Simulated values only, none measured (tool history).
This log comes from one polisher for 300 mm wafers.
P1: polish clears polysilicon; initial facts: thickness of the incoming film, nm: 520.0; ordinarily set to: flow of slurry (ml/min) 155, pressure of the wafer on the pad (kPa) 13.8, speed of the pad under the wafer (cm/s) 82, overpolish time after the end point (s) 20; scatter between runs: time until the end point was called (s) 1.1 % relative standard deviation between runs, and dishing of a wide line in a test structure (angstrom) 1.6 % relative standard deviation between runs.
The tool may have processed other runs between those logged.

run	hour	flow of slurry (ml/min)	pressure of the wafer on the pad (kPa)	speed of the pad under the wafer (cm/s)	overpolish time after the end point (s)	wafers polished on this pad	hours since the slurry nozzle was cleaned	hours since the head pressure was calibrated	time until the end point was called (s)	dishing of a wide line in a test structure (angstrom)
1	4.2	155	13.8	82	20	499	472.0	262.4	63.968	545.83
2	7.4	155	7.6	82	20	518	475.2	265.6	117.070	457.23
3	11.6	155	13.8	126	9	543	479.4	269.8	42.256	497.67
4	14.0	155	13.8	124	20	558	481.8	272.2	43.321	583.97
5	16.9	155	13.8	82	6	575	484.7	275.1	63.528	333.43
6	20.9	95	13.8	82	20	599	488.7	279.1	70.894	533.42
7	24.9	155	13.8	52	20	623	492.7	283.1	100.690	487.46
8	28.6	105	18.6	82	20	645	496.4	286.8	52.312	579.77
9	30.8	155	13.8	82	20	659	498.6	289.0	64.263	543.22
10	34.1	245	13.8	82	20	678	501.9	292.3	60.632	570.75
11	36.6	155	20.7	82	20	693	504.4	294.8	42.365	577.58
12	39.6	155	13.8	82	20	711	507.4	297.8	63.709	542.99
# hour 42.1: head pressure recalibrated
13	43.6	155	13.8	82	39	735	511.4	1.5	65.242	600.49
14	47.7	155	13.8	82	20	760	515.5	5.6	63.847	561.61
15	50.9	155	13.8	82	20	779	518.7	8.8	64.103	533.71
16	54.8	155	13.8	82	20	803	522.6	12.7	63.671	560.13
17	58.7	155	13.8	82	20	826	526.5	16.6	65.606	536.80

What does the tool deliver on the next run?
18	62.7	155	13.8	82	20	850	530.5	20.6	?	?

Run 18 measured time until the end point was called (s) 66.834, dishing of a wide line in a test structure (angstrom) 546.18.
